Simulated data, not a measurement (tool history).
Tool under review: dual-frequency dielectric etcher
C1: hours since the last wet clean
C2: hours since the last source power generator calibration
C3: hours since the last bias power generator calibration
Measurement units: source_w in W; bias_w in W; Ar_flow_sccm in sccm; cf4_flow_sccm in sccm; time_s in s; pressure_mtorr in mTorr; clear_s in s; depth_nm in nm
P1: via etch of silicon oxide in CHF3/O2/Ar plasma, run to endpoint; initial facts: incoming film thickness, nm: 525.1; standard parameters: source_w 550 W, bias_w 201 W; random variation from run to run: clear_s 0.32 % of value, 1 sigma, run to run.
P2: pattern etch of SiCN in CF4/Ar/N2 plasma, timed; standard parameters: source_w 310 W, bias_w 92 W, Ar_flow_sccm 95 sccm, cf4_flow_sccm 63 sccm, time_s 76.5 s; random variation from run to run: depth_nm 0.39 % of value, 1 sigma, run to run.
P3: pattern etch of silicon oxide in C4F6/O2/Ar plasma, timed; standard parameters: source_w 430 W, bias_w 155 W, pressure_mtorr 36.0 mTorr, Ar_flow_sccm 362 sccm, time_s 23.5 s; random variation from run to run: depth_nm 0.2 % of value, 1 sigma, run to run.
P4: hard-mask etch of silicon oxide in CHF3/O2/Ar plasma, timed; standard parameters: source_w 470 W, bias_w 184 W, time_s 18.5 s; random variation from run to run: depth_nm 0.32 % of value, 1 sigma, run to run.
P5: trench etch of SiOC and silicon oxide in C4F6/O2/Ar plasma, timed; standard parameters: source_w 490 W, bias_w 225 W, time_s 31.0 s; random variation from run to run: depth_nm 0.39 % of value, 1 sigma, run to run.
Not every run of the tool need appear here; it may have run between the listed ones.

run 1 hour=7.2 | process=P1 source_w=550 bias_w=201 | C1=140.9 C2=1430.2 C3=323.7 | clear_s=259.19
run 2 hour=15.0 | process=P2 source_w=310 bias_w=58 Ar_flow_sccm=95 cf4_flow_sccm=63 time_s=76.5 | C1=148.7 C2=1438.0 C3=331.5 | depth_nm=44.530
run 3 hour=22.3 | process=P3 source_w=610 bias_w=155 Ar_flow_sccm=362 time_s=23.5 pressure_mtorr=36.0 | C1=156.0 C2=1445.3 C3=338.8 | depth_nm=82.418
run 4 hour=37.3 | process=P4 source_w=470 bias_w=231 time_s=18.5 | C1=171.0 C2=1460.3 C3=353.8 | depth_nm=36.973
run 5 hour=49.7 | process=P4 source_w=470 bias_w=184 time_s=11.5 | C1=183.4 C2=1472.7 C3=366.2 | depth_nm=21.325
run 6 hour=61.9 | process=P5 source_w=490 bias_w=176 time_s=31.0 | C1=195.6 C2=1484.9 C3=378.4 | depth_nm=66.433
run 7 hour=76.9 | process=P5 source_w=640 bias_w=225 time_s=31.0 | C1=210.6 C2=1499.9 C3=393.4 | depth_nm=79.264
run 8 hour=85.2 | process=P3 source_w=430 bias_w=91 Ar_flow_sccm=362 time_s=23.5 pressure_mtorr=36.0 | C1=218.9 C2=1508.2 C3=401.7 | depth_nm=61.844
run 9 hour=97.3 | process=P5 source_w=490 bias_w=225 time_s=31.0 | C1=231.0 C2=1520.3 C3=413.8 | depth_nm=71.367
run 10 hour=111.4 | process=P4 source_w=290 bias_w=184 time_s=18.5 | C1=245.1 C2=1534.4 C3=427.9 | depth_nm=28.543
run 11 hour=120.9 | process=P1 source_w=550 bias_w=201 | C1=254.6 C2=1543.9 C3=437.4 | clear_s=260.34
run 12 hour=130.2 | process=P1 source_w=550 bias_w=201 | C1=263.9 C2=1553.2 C3=446.7 | clear_s=259.77
run 13 hour=146.0 | process=P1 source_w=380 bias_w=201 | C1=279.7 C2=1569.0 C3=462.5 | clear_s=298.92
run 14 hour=159.5 | process=P1 source_w=550 bias_w=164 | C1=293.2 C2=1582.5 C3=476.0 | clear_s=279.22
run 15 hour=175.2 | process=P1 source_w=670 bias_w=163 | C1=308.9 C2=1598.2 C3=491.7 | clear_s=260.16
run 16 hour=182.9 | process=P3 source_w=430 bias_w=155 Ar_flow_sccm=362 time_s=23.5 pressure_mtorr=36.0 | C1=316.6 C2=1605.9 C3=499.4 | depth_nm=71.953
run 17 hour=196.9 | process=P2 source_w=310 bias_w=92 Ar_flow_sccm=55 cf4_flow_sccm=63 time_s=76.5 | C1=330.6 C2=1619.9 C3=513.4 | depth_nm=56.074
run 18 hour=212.5 | process=P4 source_w=470 bias_w=184 time_s=18.5 | C1=346.2 C2=1635.5 C3=529.0 | depth_nm=34.046
run 19 hour=223.6 | process=P1 source_w=550 bias_w=251 | C1=357.3 C2=1646.6 C3=540.1 | clear_s=241.20
run 20 hour=235.1 | process=P1 source_w=410 bias_w=121 | C1=368.8 C2=1658.1 C3=551.6 | clear_s=345.25
run 21 hour=250.5 | process=P4 source_w=470 bias_w=184 time_s=18.5 | C1=384.2 C2=1673.5 C3=567.0 | depth_nm=34.190
run 22 hour=266.0 | process=P3 source_w=430 bias_w=155 Ar_flow_sccm=493 time_s=23.5 pressure_mtorr=36.0 | C1=399.7 C2=1689.0 C3=582.5 | depth_nm=69.369
run 23 hour=276.9 | process=P1 source_w=550 bias_w=201 | C1=410.6 C2=1699.9 C3=593.4 | clear_s=260.23
run 24 hour=285.6 | process=P1 source_w=550 bias_w=201 | C1=419.3 C2=1708.6 C3=602.1 | clear_s=261.90
run 25 hour=300.5 | process=P2 source_w=310 bias_w=92 Ar_flow_sccm=95 cf4_flow_sccm=63 time_s=76.5 | C1=434.2 C2=1723.5 C3=617.0 | depth_nm=52.400
run 26 hour=307.6 | process=P1 source_w=550 bias_w=201 | C1=441.3 C2=1730.6 C3=624.1 | clear_s=261.53
run 27 hour=316.0 | process=P2 source_w=180 bias_w=92 Ar_flow_sccm=95 cf4_flow_sccm=63 time_s=76.5 | C1=449.7 C2=1739.0 C3=632.5 | depth_nm=32.756
run 28 hour=327.2 | process=P2 source_w=310 bias_w=92 Ar_flow_sccm=95 cf4_flow_sccm=63 time_s=51.0 | C1=460.9 C2=1750.2 C3=643.7 | depth_nm=34.859
run 29 hour=339.4 | process=P2 source_w=310 bias_w=92 Ar_flow_sccm=95 cf4_flow_sccm=78 time_s=76.5 | C1=473.1 C2=1762.4 C3=655.9 | depth_nm=53.840
run 30 hour=348.3 | process=P5 source_w=490 bias_w=225 time_s=17.0 | C1=482.0 C2=1771.3 C3=664.8 | depth_nm=39.509
run 31 hour=358.6 | process=P3 source_w=430 bias_w=155 Ar_flow_sccm=362 time_s=34.5 pressure_mtorr=36.0 | C1=492.3 C2=1781.6 C3=675.1 | depth_nm=105.260
run 32 hour=371.3 | process=P3 source_w=430 bias_w=155 Ar_flow_sccm=362 time_s=23.5 pressure_mtorr=36.0 | C1=505.0 C2=1794.3 C3=687.8 | depth_nm=71.824
run 33 hour=386.4 | process=P1 source_w=550 bias_w=201 | C1=520.1 C2=1809.4 C3=702.9 | clear_s=260.90
run 34 hour=393.7 | process=P1 source_w=680 bias_w=201 | C1=527.4 C2=1816.7 C3=710.2 | clear_s=240.61
run 35 hour=402.8 | process=P3 source_w=430 bias_w=155 Ar_flow_sccm=362 time_s=23.5 pressure_mtorr=28.5 | C1=536.5 C2=1825.8 C3=719.3 | depth_nm=73.740
run 36 hour=410.2 | process=P2 source_w=310 bias_w=92 Ar_flow_sccm=95 cf4_flow_sccm=63 time_s=76.5 | C1=543.9 C2=1833.2 C3=726.7 | depth_nm=52.686

The next listed run, before its measurement:
run 37 hour=418.9 | process=P1 source_w=550 bias_w=201 | C1=552.6 C2=1841.9 C3=735.4 | clear_s=?

{"run 37": {"clear_s": 261.04}}
